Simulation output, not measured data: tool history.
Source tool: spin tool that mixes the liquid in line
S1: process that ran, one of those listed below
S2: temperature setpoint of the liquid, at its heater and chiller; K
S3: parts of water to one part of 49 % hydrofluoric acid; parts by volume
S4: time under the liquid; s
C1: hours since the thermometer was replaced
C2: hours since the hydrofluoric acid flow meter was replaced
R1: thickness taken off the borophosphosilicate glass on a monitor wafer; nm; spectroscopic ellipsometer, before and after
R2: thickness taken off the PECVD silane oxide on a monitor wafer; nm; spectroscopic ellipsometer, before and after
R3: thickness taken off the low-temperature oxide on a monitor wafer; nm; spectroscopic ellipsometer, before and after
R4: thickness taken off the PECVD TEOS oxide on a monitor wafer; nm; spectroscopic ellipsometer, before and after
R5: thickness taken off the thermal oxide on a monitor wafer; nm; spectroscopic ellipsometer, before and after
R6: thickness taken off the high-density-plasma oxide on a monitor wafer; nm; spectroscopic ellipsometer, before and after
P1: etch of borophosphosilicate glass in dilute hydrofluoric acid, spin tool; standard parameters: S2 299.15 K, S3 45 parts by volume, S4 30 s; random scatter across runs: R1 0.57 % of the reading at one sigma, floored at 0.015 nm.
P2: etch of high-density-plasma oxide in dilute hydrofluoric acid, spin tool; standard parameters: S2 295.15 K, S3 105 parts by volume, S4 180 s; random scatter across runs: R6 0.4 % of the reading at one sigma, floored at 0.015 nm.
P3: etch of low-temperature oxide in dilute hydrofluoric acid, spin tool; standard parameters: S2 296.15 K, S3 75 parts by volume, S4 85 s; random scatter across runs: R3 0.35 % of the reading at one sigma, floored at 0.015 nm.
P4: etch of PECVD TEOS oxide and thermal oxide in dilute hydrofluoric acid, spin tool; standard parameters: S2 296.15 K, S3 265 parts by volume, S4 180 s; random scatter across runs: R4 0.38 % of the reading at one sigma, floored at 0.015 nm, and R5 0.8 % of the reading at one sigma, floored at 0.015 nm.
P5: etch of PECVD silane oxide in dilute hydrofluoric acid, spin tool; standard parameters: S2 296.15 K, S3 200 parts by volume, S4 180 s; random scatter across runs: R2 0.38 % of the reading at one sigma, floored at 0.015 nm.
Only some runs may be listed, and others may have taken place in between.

run	hour	S1	S2	S3	S4	C1	C2	R1	R2	R3	R4	R5	R6
1	12.6	P1	299.15	45	30	1621.9	1591.9	30.857					
2	23.2	P1	294.15	45	30	1632.5	1602.5	25.397					
3	36.4	P5	296.15	200	350	1645.7	1615.7		25.492				
4	49.4	P1	299.15	45	30	1658.7	1628.7	30.983					
5	56.4	P5	296.15	60	180	1665.7	1635.7		51.399				
6	68.9	P3	296.15	75	85	1678.2	1648.2			23.978			
7	76.1	P1	299.15	45	50	1685.4	1655.4	51.413					
8	84	P3	291.15	75	85	1693.3	1663.3			19.555			
9	93.6	P3	296.15	75	15	1702.9	1672.9			4.295			
10	105.4	P1	293.65	75	30	1714.7	1684.7	14.332					
11	114.2	P1	299.15	45	30	1723.5	1693.5	31.226					
12	120.8	P4	304.15	265	180	1730.1	1700.1				9.6167	3.4834	
13	131.4	P5	296.15	200	180	1740.7	1710.7		13.102				
14	139.6	P5	300.15	200	180	1748.9	1718.9		15.095				
# hour 141.5: hydrofluoric acid flow meter replaced
15	147.6	P2	295.15	45	180	1756.9	6.1						31.84
16	154.6	P2	295.15	105	35	1763.9	13.1						2.4473
17	166.4	P4	296.15	430	180	1775.7	24.9				3.8701	1.4199	
18	172.6	P1	307.15	45	30	1781.9	31.1	42.259					
19	185.5	P1	299.15	45	30	1794.8	44	30.968					
20	192.3	P5	296.15	200	180	1801.6	50.8		13.081				
21	201.8	P4	296.15	265	95	1811.1	60.3				3.8468	1.4034	
22	213.3	P1	299.15	45	30	1822.6	71.8	31.255					
23	223.3	P1	299.15	45	30	1832.6	81.8	31.201					
24	230.2	P4	296.15	265	180	1839.5	88.7				7.2734	2.6273	
25	236.7	P2	298.65	105	180	1846	95.2						14.5
26	247	P4	296.15	265	180	1856.3	105.5				7.265	2.6855	
27	253.9	P1	299.15	20	30	1863.2	112.4	72.275					
28	260.1	P3	296.15	105	85	1869.4	118.6			16.608			
29	265.9	P1	299.15	65	30	1875.2	124.4	20.755					
30	272.9	P1	299.15	45	15	1882.2	131.4	15.597					
31	280.3	P2	295.15	105	180	1889.6	138.8						12.596
32	290.6	P1	299.15	45	30	1899.9	149.1	31.074					
33	300.9	P1	299.15	45	30	1910.2	159.4	30.677					
34	307	P1	299.15	45	30	1916.3	165.5	31.449					
35	314.1	P1	299.15	45	30	1923.4	172.6	32.433					
36	320.5	P1	299.15	45	30	1929.8	179	32.99					
37	328.5	P1	299.15	45	30	1937.8	187	33.35					
38	341	P1	299.15	45	30	1950.3	199.5	33.589					
39	352.7	P1	299.15	45	30	1962	211.2	33.821					
40	363.6	P1	299.15	45	30	1972.9	222.1	33.981					
41	374.7	P1	299.15	45	30	1984	233.2	34.037					
42	382.7	P1	299.15	45	30	1992	241.2	34.013					

P1 has crept away from where it was. The log is fitted equally well by each of these 2 causes, at the sizes shown:
A: hydrofluoric acid flow above the setpoint (%) = 9
B: liquid hotter than its thermometer reads (K) = 2.27
The creep began at about hour 300.9.

4 check runs are offered, one wafer each, their results left as question marks. Which one tells the causes apart?
check 1	390.7	P4	304.15	265	180						?	?	
check 2	390.7	P5	296.15	100	180				?				
check 3	390.7	P2	295.15	60	70								?
check 4	390.7	P3	291.65	75	85					?			

Expected result of each check under each candidate cause:
check	result	if A	if B
check 1	R4	10.757	10.345
check 1	R5	3.8883	3.7395
check 2	R2	32.278	32.073
check 3	R6	9.9355	9.9459
check 4	R3	21.937	21.981
Distance between the nearest two causes, measured in the result of the check that separates them most: check 1 3.9 %; check 2 0.64 %; check 3 0.11 %; check 4 0.2 %
Only in check 1 would the causes give clearly different results; in the remaining checks their results would be nearly the same.

After running check 1, the following was obtained: R4 10.38 nm; R5 3.7393 nm. Which cause does this point to?

The correct cause is B, namely: liquid hotter than its thermometer reads (K).

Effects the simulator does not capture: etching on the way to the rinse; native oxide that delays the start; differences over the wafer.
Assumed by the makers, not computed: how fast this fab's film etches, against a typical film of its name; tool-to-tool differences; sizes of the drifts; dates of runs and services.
